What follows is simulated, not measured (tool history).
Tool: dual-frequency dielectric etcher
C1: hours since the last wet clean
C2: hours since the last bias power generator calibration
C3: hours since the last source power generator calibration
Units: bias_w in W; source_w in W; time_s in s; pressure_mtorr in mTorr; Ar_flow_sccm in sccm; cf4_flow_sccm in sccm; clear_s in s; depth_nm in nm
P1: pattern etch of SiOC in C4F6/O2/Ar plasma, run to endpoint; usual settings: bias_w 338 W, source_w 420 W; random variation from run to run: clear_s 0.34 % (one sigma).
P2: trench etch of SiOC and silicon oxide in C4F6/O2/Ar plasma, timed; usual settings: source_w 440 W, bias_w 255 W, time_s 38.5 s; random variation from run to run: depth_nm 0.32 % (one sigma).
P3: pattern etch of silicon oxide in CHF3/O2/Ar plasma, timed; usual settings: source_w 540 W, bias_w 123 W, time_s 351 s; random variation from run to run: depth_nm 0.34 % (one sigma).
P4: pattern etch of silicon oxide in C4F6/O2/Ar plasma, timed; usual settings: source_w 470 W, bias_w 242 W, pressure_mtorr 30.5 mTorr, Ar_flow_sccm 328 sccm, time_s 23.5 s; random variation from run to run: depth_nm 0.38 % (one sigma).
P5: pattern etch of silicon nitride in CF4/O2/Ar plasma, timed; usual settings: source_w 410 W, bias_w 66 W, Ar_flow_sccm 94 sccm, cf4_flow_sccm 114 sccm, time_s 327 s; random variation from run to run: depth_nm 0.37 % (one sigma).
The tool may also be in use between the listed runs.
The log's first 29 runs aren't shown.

{"run": 30, "hour": 348.0, "process": "P4", "bias_w": 242, "source_w": 470, "time_s": 23.5, "pressure_mtorr": 38, "Ar_flow_sccm": 328, "C1": 498.6, "C2": 2551.2, "C3": 804.5, "depth_nm": 83.381}
{"run": 31, "hour": 362.4, "process": "P1", "bias_w": 338, "source_w": 420, "C1": 513, "C2": 2565.6, "C3": 818.9, "clear_s": 13.048}
{"run": 32, "hour": 370.6, "process": "P5", "bias_w": 66, "source_w": 410, "time_s": 327, "Ar_flow_sccm": 94, "cf4_flow_sccm": 114, "C1": 521.2, "C2": 2573.8, "C3": 827.1, "depth_nm": 585.33}
{"run": 33, "hour": 384.6, "process": "P5", "bias_w": 66, "source_w": 410, "time_s": 327, "Ar_flow_sccm": 65, "cf4_flow_sccm": 114, "C1": 535.2, "C2": 2587.8, "C3": 841.1, "depth_nm": 602.54}
{"run": 34, "hour": 395.4, "process": "P1", "bias_w": 338, "source_w": 420, "C1": 546, "C2": 2598.6, "C3": 851.9, "clear_s": 13.177}
{"run": 35, "hour": 413.1, "process": "P5", "bias_w": 66, "source_w": 410, "time_s": 327, "Ar_flow_sccm": 94, "cf4_flow_sccm": 143, "C1": 563.7, "C2": 2616.3, "C3": 869.6, "depth_nm": 598.6}
{"run": 36, "hour": 426.4, "process": "P1", "bias_w": 338, "source_w": 420, "C1": 577, "C2": 2629.6, "C3": 882.9, "clear_s": 13.242}
{"run": 37, "hour": 437.8, "process": "P1", "bias_w": 338, "source_w": 420, "C1": 588.4, "C2": 2641, "C3": 894.3, "clear_s": 13.144}
{"run": 38, "hour": 451.4, "process": "P1", "bias_w": 338, "source_w": 420, "C1": 602, "C2": 2654.6, "C3": 907.9, "clear_s": 13.122}
{"run": 39, "hour": 463.7, "process": "P1", "bias_w": 338, "source_w": 420, "C1": 614.3, "C2": 2666.9, "C3": 920.2, "clear_s": 13.019}
{"run": 40, "hour": 481.1, "process": "P1", "bias_w": 338, "source_w": 420, "C1": 631.7, "C2": 2684.3, "C3": 937.6, "clear_s": 13.028}

The next listed run, before its measurement:
{"run": 41, "hour": 489.5, "process": "P1", "bias_w": 338, "source_w": 420, "C1": 640.1, "C2": 2692.7, "C3": 946, "clear_s": "?"}

clear_s: 12.926 s
